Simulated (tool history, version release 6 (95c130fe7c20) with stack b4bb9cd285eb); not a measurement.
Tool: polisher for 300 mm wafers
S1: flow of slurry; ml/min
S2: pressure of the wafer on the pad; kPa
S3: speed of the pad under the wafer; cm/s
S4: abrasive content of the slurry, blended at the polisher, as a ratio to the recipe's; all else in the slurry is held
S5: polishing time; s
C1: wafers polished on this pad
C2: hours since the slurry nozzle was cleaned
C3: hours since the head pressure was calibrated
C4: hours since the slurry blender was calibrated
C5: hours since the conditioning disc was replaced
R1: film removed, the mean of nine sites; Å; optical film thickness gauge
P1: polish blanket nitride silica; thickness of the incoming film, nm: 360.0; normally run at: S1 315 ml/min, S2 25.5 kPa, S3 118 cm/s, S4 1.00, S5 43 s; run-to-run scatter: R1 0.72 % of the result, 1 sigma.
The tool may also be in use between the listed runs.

run 1 day=0.388 | S1=315 S2=25.5 S3=118 S4=1.00 S5=43 | C1=547 C2=85.9 C3=595.7 C4=95.2 C5=115.2 | R1=307.92
run 2 day=0.696 | S1=315 S2=25.5 S3=84 S4=1.00 S5=43 | C1=629 C2=93.3 C3=603.1 C4=102.6 C5=122.6 | R1=237.43
run 3 day=1.133 | S1=315 S2=25.5 S3=118 S4=1.45 S5=43 | C1=744 C2=103.8 C3=613.6 C4=113.1 C5=133.1 | R1=360.38
run 4 day=1.496 | S1=315 S2=25.5 S3=186 S4=1.00 S5=43 | C1=840 C2=112.5 C3=622.3 C4=121.8 C5=141.8 | R1=447.18
run 5 day=1.933 | S1=315 S2=16.5 S3=118 S4=1.00 S5=43 | C1=956 C2=123.0 C3=632.8 C4=132.3 C5=152.3 | R1=199.17
-- day=2.200 head pressure recalibrated
run 6 day=2.238 | S1=315 S2=25.5 S3=118 S4=0.50 S5=43 | C1=1036 C2=130.3 C3=1.0 C4=139.6 C5=159.6 | R1=211.11
run 7 day=2.688 | S1=315 S2=25.5 S3=118 S4=1.00 S5=19 | C1=1155 C2=141.1 C3=11.8 C4=150.4 C5=170.4 | R1=137.18
run 8 day=2.912 | S1=190 S2=25.5 S3=118 S4=1.00 S5=43 | C1=1214 C2=146.5 C3=17.2 C4=155.8 C5=175.8 | R1=292.69
-- day=3.200 slurry nozzle cleaned
run 9 day=3.379 | S1=315 S2=25.5 S3=118 S4=1.00 S5=43 | C1=1337 C2=4.3 C3=28.4 C4=167.0 C5=187.0 | R1=310.20
run 10 day=3.679 | S1=315 S2=40.0 S3=118 S4=1.00 S5=43 | C1=1416 C2=11.5 C3=35.6 C4=174.2 C5=194.2 | R1=487.90
run 11 day=3.971 | S1=480 S2=25.5 S3=118 S4=1.00 S5=43 | C1=1493 C2=18.5 C3=42.6 C4=181.2 C5=201.2 | R1=322.38
run 12 day=4.429 | S1=315 S2=25.5 S3=118 S4=1.00 S5=61 | C1=1614 C2=29.5 C3=53.6 C4=192.2 C5=212.2 | R1=435.13
run 13 day=4.896 | S1=315 S2=25.5 S3=118 S4=1.00 S5=43 | C1=1738 C2=40.7 C3=64.8 C4=203.4 C5=223.4 | R1=307.15
run 14 day=5.142 | S1=315 S2=25.5 S3=118 S4=0.75 S5=64 | C1=1802 C2=46.6 C3=70.7 C4=209.3 C5=229.3 | R1=402.82
run 15 day=5.554 | S1=315 S2=25.5 S3=118 S4=1.00 S5=43 | C1=1911 C2=56.5 C3=80.6 C4=219.2 C5=239.2 | R1=309.35
run 16 day=5.842 | S1=315 S2=25.5 S3=118 S4=1.00 S5=43 | C1=1987 C2=63.4 C3=87.5 C4=226.1 C5=246.1 | R1=310.10
run 17 day=6.246 | S1=315 S2=25.5 S3=118 S4=1.00 S5=43 | C1=2094 C2=73.1 C3=97.2 C4=235.8 C5=255.8 | R1=296.69
run 18 day=6.646 | S1=315 S2=25.5 S3=118 S4=1.00 S5=43 | C1=2200 C2=82.7 C3=106.8 C4=245.4 C5=265.4 | R1=285.07
run 19 day=7.004 | S1=315 S2=25.5 S3=118 S4=1.00 S5=43 | C1=2294 C2=91.3 C3=115.4 C4=254.0 C5=274.0 | R1=282.12
-- day=7.054 head pressure recalibrated
run 20 day=7.479 | S1=315 S2=25.5 S3=118 S4=1.00 S5=43 | C1=2420 C2=102.7 C3=10.3 C4=265.4 C5=285.4 | R1=279.07
-- day=7.704 conditioning disc replaced and pad reconditioned
run 21 day=7.712 | S1=315 S2=25.5 S3=118 S4=1.00 S5=43 | C1=2481 C2=108.3 C3=15.9 C4=271.0 C5=0.3 | R1=275.49
run 22 day=8.058 | S1=315 S2=25.5 S3=118 S4=1.00 S5=43 | C1=2572 C2=116.6 C3=24.2 C4=279.3 C5=8.6 | R1=275.25
run 23 day=8.375 | S1=315 S2=25.5 S3=118 S4=1.00 S5=43 | C1=2656 C2=124.2 C3=31.8 C4=286.9 C5=16.2 | R1=273.63
run 24 day=8.754 | S1=315 S2=25.5 S3=118 S4=1.00 S5=43 | C1=2756 C2=133.3 C3=40.9 C4=296.0 C5=25.3 | R1=273.31

What P1 gives has crept away from where it was. These 2 causes fit the log equally well, each at the size given:
A: abrasive missing from the slurry, % = 21.5
B: removal rate lost through wear of the pad, % = 11.1
The creep began at about day 5.842.
Why every other cause is out:
slurry flow missing at the pad, %: at most 40, which would move R1 by -5.4 %: too little, or the wrong way
head's pressure below its setpoint, %: serviced at day 7.054, which brought nothing back
time polished since the conditioner stopped cutting, s: serviced at day 7.704, which brought nothing back

4 check runs are offered, each on 2 wafers whose results are averaged, their results left as question marks. Which one tells the causes apart?
run check 1 day=9.133 | S1=190 S2=40.0 S3=118 S4=1.00 S5=43 | R1=?
run check 2 day=9.133 | S1=315 S2=18.6 S3=118 S4=0.50 S5=43 | R1=?
run check 3 day=9.133 | S1=315 S2=25.5 S3=176 S4=1.00 S5=20 | R1=?
run check 4 day=9.133 | S1=315 S2=38.6 S3=150 S4=1.00 S5=43 | R1=?

What each check would give under each cause:
check=check_1 result=R1 if_A=407.63 if_B=407.50
check=check_2 result=R1 if_A=132.38 if_B=137.83
check=check_3 result=R1 if_A=176.00 if_B=175.94
check=check_4 result=R1 if_A=503.96 if_B=503.80
How far apart the two closest causes lie, in the result that separates them most: check 1 0.03 %; check 2 4.04 %; check 3 0.03 %; check 4 0.03 %
Check 2 tells the causes apart: in the others they would give nearly the same result.

Check 2 was then run and gave: R1 138.29 Å. Which cause is it?

It is B: removal rate lost through wear of the pad, %.
